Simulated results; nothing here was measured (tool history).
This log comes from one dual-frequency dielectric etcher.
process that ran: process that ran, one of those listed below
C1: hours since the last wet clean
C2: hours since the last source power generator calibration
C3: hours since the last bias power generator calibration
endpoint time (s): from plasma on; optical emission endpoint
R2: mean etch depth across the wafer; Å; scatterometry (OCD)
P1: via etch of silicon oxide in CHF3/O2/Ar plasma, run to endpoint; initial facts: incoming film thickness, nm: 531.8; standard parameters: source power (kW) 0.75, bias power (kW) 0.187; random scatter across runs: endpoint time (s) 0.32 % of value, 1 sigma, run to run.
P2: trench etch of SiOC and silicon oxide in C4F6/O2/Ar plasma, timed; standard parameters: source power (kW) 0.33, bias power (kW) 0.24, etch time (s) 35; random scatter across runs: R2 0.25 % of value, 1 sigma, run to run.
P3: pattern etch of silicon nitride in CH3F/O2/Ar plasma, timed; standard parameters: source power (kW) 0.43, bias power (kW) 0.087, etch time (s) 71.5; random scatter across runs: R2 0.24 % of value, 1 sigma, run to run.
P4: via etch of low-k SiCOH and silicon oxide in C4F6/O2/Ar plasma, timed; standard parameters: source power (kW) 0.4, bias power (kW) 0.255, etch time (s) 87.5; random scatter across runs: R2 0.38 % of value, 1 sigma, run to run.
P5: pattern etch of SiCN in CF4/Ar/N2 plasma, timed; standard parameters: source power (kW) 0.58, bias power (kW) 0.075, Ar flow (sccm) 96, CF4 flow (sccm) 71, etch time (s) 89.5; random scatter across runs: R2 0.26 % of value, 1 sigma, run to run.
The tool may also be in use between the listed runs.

Run 1, hour 10.4: process that ran P1, source power (kW) 0.75, bias power (kW) 0.187; C1 259.2; C2 2110; C3 890. Result: endpoint time (s) 241.23.
Run 2, hour 19.3: process that ran P1, source power (kW) 0.75, bias power (kW) 0.187; C1 268.1; C2 2118.9; C3 898.9. Result: endpoint time (s) 241.37.
Run 3, hour 28.6: process that ran P1, source power (kW) 0.75, bias power (kW) 0.187; C1 277.4; C2 2128.2; C3 908.2. Result: endpoint time (s) 242.52.
Run 4, hour 35.1: process that ran P5, source power (kW) 0.58, bias power (kW) 0.075, Ar flow (sccm) 96, CF4 flow (sccm) 71, etch time (s) 89.5; C1 283.9; C2 2134.7; C3 914.7. Result: R2 977.53 Å.
Run 5, hour 45.5: process that ran P5, source power (kW) 0.58, bias power (kW) 0.075, Ar flow (sccm) 130, CF4 flow (sccm) 71, etch time (s) 89.5; C1 294.3; C2 2145.1; C3 925.1. Result: R2 928.62 Å.
Run 6, hour 51.6: process that ran P2, source power (kW) 0.33, bias power (kW) 0.162, etch time (s) 35; C1 300.4; C2 2151.2; C3 931.2. Result: R2 611.4 Å.
Run 7, hour 59.6: process that ran P4, source power (kW) 0.4, bias power (kW) 0.255, etch time (s) 87.5; C1 308.4; C2 2159.2; C3 939.2. Result: R2 2751.6 Å.
Run 8, hour 64.5: process that ran P4, source power (kW) 0.4, bias power (kW) 0.255, etch time (s) 52; C1 313.3; C2 2164.1; C3 944.1. Result: R2 1633.2 Å.
Run 9, hour 73.3: process that ran P5, source power (kW) 0.72, bias power (kW) 0.075, Ar flow (sccm) 96, CF4 flow (sccm) 71, etch time (s) 89.5; C1 322.1; C2 2172.9; C3 952.9. Result: R2 1171.5 Å.
Run 10, hour 83.3: process that ran P2, source power (kW) 0.33, bias power (kW) 0.24, etch time (s) 52.5; C1 332.1; C2 2182.9; C3 962.9. Result: R2 1045.3 Å.
Run 11, hour 93.7: process that ran P3, source power (kW) 0.43, bias power (kW) 0.053, etch time (s) 71.5; C1 342.5; C2 2193.3; C3 973.3. Result: R2 459.39 Å.
Run 12, hour 99.6: process that ran P1, source power (kW) 0.62, bias power (kW) 0.221; C1 348.4; C2 2199.2; C3 979.2. Result: endpoint time (s) 246.06.
Run 13, hour 107.3: process that ran P1, source power (kW) 0.55, bias power (kW) 0.187; C1 356.1; C2 2206.9; C3 986.9. Result: endpoint time (s) 273.63.
Run 14, hour 113.5: process that ran P3, source power (kW) 0.43, bias power (kW) 0.087, etch time (s) 107; C1 362.3; C2 2213.1; C3 993.1. Result: R2 814.92 Å.
Run 15, hour 120.9: process that ran P3, source power (kW) 0.43, bias power (kW) 0.087, etch time (s) 71.5; C1 369.7; C2 2220.5; C3 1000.5. Result: R2 539.18 Å.
Run 16, hour 130.2: process that ran P1, source power (kW) 0.75, bias power (kW) 0.187; C1 379; C2 2229.8; C3 1009.8. Result: endpoint time (s) 242.61.
Run 17, hour 139.9: process that ran P5, source power (kW) 0.58, bias power (kW) 0.075, Ar flow (sccm) 96, CF4 flow (sccm) 45, etch time (s) 89.5; C1 388.7; C2 2239.5; C3 1019.5. Result: R2 906.64 Å.
Run 18, hour 147.5: process that ran P2, source power (kW) 0.33, bias power (kW) 0.24, etch time (s) 35; C1 396.3; C2 2247.1; C3 1027.1. Result: R2 692.35 Å.
At hour 148.3: bias power generator calibrated.
Run 19, hour 152.2: process that ran P5, source power (kW) 0.58, bias power (kW) 0.075, Ar flow (sccm) 96, CF4 flow (sccm) 71, etch time (s) 123; C1 401; C2 2251.8; C3 4. Result: R2 1337.8 Å.
Run 20, hour 160.9: process that ran P2, source power (kW) 0.33, bias power (kW) 0.24, etch time (s) 35; C1 409.7; C2 2260.5; C3 12.7. Result: R2 693.26 Å.
Run 21, hour 169.5: process that ran P1, source power (kW) 0.75, bias power (kW) 0.228; C1 418.3; C2 2269.1; C3 21.3. Result: endpoint time (s) 226.75.
Run 22, hour 177.4: process that ran P1, source power (kW) 0.75, bias power (kW) 0.187; C1 426.2; C2 2277; C3 29.2. Result: endpoint time (s) 241.25.
Run 23, hour 184.1: process that ran P1, source power (kW) 0.75, bias power (kW) 0.187; C1 432.9; C2 2283.7; C3 35.9. Result: endpoint time (s) 242.85.
Run 24, hour 188.6: process that ran P1, source power (kW) 1, bias power (kW) 0.257; C1 437.4; C2 2288.2; C3 40.4. Result: endpoint time (s) 195.31.
Run 25, hour 193.8: process that ran P1, source power (kW) 0.93, bias power (kW) 0.217; C1 442.6; C2 2293.4; C3 45.6. Result: endpoint time (s) 211.74.

Expected results for the next run?
Run 26, hour 204.2: process that ran P2, source power (kW) 0.4, bias power (kW) 0.24, etch time (s) 35; C1 453; C2 2303.8; C3 56. Result: R2 ?.

R2: 745.51 Å

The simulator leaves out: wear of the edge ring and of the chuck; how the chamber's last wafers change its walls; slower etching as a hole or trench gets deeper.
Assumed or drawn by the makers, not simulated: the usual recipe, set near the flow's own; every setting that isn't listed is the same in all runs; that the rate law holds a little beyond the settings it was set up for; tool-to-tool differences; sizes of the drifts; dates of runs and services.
